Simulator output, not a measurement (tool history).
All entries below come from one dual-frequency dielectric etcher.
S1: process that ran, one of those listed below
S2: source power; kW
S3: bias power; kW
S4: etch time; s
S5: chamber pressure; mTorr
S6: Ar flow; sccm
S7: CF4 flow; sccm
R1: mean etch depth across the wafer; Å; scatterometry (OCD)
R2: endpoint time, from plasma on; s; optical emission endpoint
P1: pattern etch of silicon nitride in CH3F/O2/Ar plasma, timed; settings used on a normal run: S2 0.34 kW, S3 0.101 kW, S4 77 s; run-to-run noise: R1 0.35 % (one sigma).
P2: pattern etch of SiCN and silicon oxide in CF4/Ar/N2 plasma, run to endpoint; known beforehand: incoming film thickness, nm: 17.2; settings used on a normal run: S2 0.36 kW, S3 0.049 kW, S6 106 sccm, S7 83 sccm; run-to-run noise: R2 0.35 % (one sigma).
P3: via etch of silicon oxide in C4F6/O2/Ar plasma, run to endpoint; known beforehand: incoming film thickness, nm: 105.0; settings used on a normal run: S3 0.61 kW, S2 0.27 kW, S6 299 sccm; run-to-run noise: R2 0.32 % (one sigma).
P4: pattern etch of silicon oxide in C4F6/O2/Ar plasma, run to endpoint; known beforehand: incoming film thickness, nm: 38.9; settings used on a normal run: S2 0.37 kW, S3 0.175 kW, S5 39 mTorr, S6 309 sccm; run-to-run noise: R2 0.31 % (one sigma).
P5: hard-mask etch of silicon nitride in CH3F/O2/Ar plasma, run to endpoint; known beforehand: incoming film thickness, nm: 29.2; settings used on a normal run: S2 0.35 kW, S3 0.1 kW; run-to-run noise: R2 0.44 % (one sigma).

run     day  S1    S2     S3     S4    S5   S6  S7      R1      R2
  1   0.533  P1  0.34  0.101     77                 588.11
  2   1.054  P4  0.45  0.175           39  309               12.13
  3   1.558  P3  0.27  0.485               299              27.083
  4   2.192  P1  0.28  0.101     77                 549.43
  5   2.838  P1  0.47  0.101     77                 665.89
  6   3.425  P3  0.27   0.61               299              24.448
  7   3.817  P2  0.36  0.049               106  65          28.109
  8   4.246  P4  0.37  0.175           39  309              13.022
      4.538  -- bias power generator calibrated
  9   4.583  P1  0.34  0.101     49                 375.98
 10   5.283  P1  0.34  0.101     77                 587.55
 11   5.771  P5  0.35    0.1                                39.377
 12   6.408  P2  0.36  0.049               106  83          27.194
 13   7.079  P1  0.34  0.101     77                 588.86
 14   7.621  P2  0.36  0.049               106  83          26.972
 15   8.133  P1  0.34  0.101     77                 590.35
 16   8.717  P4  0.37  0.175           39  416              13.499
 17   9.179  P1  0.43  0.101   42.5                 355.09
      9.446  -- wet clean of the chamber
 18   9.812  P3  0.34   0.61               299              22.739
 19  10.467  P1  0.34  0.101     77                 588.72
 20  10.871  P1  0.34  0.101  110.5                 845.33
 21  11.267  P1  0.34  0.134    106                 902.97
 22  11.746  P2  0.36  0.049               147  83          28.643
 23  12.125  P5  0.35    0.1                                39.774
 24  12.629  P1  0.34   0.06     77                 492.81
 25  13.275  P3  0.27   0.61               409               25.46
 26  13.725  P2  0.36  0.032               106  83          30.369
 27  14.421  P4  0.37  0.175         28.5  309              12.596

Run 28 comes next. What will it give?
 28  15.017  P1  0.34  0.128  77               ?

Run 28 yielded R1 645.35 Å.

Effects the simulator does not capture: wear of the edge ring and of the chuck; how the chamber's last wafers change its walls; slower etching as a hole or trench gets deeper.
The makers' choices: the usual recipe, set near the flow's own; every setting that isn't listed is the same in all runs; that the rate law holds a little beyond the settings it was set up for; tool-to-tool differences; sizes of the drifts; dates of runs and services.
